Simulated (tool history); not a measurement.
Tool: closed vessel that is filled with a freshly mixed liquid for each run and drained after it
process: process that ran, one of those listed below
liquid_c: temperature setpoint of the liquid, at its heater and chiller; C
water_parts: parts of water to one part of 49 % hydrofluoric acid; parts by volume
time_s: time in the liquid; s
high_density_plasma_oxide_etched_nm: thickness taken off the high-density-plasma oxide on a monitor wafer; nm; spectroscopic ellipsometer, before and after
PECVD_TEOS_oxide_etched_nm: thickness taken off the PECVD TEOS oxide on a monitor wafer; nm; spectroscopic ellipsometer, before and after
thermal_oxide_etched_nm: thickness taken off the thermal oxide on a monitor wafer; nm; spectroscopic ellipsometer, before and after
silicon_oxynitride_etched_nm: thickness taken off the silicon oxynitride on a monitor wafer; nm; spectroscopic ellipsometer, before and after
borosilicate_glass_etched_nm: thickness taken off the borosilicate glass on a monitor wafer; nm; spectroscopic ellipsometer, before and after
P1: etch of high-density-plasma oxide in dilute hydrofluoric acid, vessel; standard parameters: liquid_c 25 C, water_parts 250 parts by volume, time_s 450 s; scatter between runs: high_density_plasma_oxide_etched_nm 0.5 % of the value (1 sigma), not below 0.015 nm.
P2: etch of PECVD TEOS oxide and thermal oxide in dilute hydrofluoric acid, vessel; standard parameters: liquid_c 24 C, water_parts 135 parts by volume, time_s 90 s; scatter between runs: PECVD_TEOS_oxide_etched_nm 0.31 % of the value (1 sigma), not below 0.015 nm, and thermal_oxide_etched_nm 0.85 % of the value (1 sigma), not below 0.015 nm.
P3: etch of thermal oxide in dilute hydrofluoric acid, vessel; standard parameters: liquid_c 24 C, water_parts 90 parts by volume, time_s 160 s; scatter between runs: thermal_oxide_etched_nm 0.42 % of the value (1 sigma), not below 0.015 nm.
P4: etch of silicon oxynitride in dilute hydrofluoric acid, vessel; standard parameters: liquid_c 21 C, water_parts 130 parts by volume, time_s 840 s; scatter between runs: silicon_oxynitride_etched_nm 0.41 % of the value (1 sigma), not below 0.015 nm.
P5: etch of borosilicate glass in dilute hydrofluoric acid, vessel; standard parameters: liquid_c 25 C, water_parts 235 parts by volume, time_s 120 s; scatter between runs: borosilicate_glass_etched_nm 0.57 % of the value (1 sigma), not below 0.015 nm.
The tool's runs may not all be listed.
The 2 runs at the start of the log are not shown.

run	day	process	liquid_c	water_parts	time_s	high_density_plasma_oxide_etched_nm	PECVD_TEOS_oxide_etched_nm	thermal_oxide_etched_nm	silicon_oxynitride_etched_nm	borosilicate_glass_etched_nm
3	1.367	P2	24	135	140		17.468	4.8866		
4	1.846	P2	24	195	90		7.3249	2.0522		
5	2.15	P1	25	250	450	9.9398				
6	2.504	P3	24	155	160			4.4421		
7	2.938	P4	21	130	395				9.3783	
8	3.429	P5	28.5	235	120					19.332
9	3.829	P3	24	90	160			8.2428		
10	4.204	P5	25	75	120					64.129
11	4.679	P1	25	250	450	10.011				
12	5.212	P1	17.5	150	450	13.908				
13	5.512	P1	25	60	450	51.769				
14	5.946	P1	25	250	450	10.003				
15	6.408	P1	25	250	450	10.042				
16	6.925	P2	24	135	90		11.22	3.2433		
17	7.212	P1	25	250	775	17.258				
18	7.621	P3	24	90	35			1.8378		
19	7.958	P4	21	240	840				9.9659	
20	8.392	P1	21	250	450	8.6535				
21	8.708	P5	25	235	120					17.021
22	9.021	P1	25	340	450	6.7155				
23	9.342	P4	17	130	840				16.579	
24	9.8	P3	24	90	160			8.2531		

Predict the results of run 25:
25	10.108	P1	25	250	450	?				

high_density_plasma_oxide_etched_nm: 9.8631 nm
